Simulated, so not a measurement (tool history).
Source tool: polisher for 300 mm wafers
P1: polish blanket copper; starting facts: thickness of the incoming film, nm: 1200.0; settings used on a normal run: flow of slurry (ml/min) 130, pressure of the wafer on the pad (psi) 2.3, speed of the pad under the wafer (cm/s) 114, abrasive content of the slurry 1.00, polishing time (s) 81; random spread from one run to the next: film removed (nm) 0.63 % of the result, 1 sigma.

run   hour  flow of slurry (ml/min)  pressure of the wafer on the pad (psi)  speed of the pad under the wafer (cm/s)  abrasive content of the slurry  polishing time (s)  film removed (nm)
  1   10.2                      130                                     2.3                                      114                            1.00                  81            248.910
  2   18.0                      130                                     1.1                                       82                            1.00                  81             86.508
  3   30.8                      130                                     2.3                                      172                            1.00                  81            379.790
  4   43.7                      130                                     2.3                                      114                            0.55                  81            222.510
  5   59.3                      130                                     2.3                                      114                            1.00                  81            254.900
  6   71.9                      130                                     2.3                                      114                            1.00                  81            254.020
  7   79.1                      130                                     2.3                                       54                            1.00                  81            119.060
  8   89.3                      130                                     3.5                                      114                            1.00                  81            383.640
  9   98.5                      130                                     2.3                                      114                            1.00                  81            249.590
 10  107.7                      130                                     1.1                                      114                            1.00                  81            119.590
 11  122.0                      130                                     2.3                                      114                            1.00                  81            251.420
 12  134.5                       95                                     2.3                                      114                            1.00                  81            234.060
 13  143.9                      180                                     2.3                                      114                            1.00                  81            266.470
 14  153.1                      130                                     2.3                                      114                            1.00                  81            255.530
 15  161.5                      130                                     2.3                                      114                            1.40                  81            275.110
 16  170.8                      130                                     2.3                                      114                            1.00                  49            153.470
 17  180.1                      130                                     2.3                                      114                            1.00                 116            361.540
 18  190.4                      130                                     2.3                                      114                            1.00                  81            253.410

Forecast run 19:
 19  201.0                      130                                     2.3                                      114                            1.00                  81                  ?

film removed (nm): 241.860

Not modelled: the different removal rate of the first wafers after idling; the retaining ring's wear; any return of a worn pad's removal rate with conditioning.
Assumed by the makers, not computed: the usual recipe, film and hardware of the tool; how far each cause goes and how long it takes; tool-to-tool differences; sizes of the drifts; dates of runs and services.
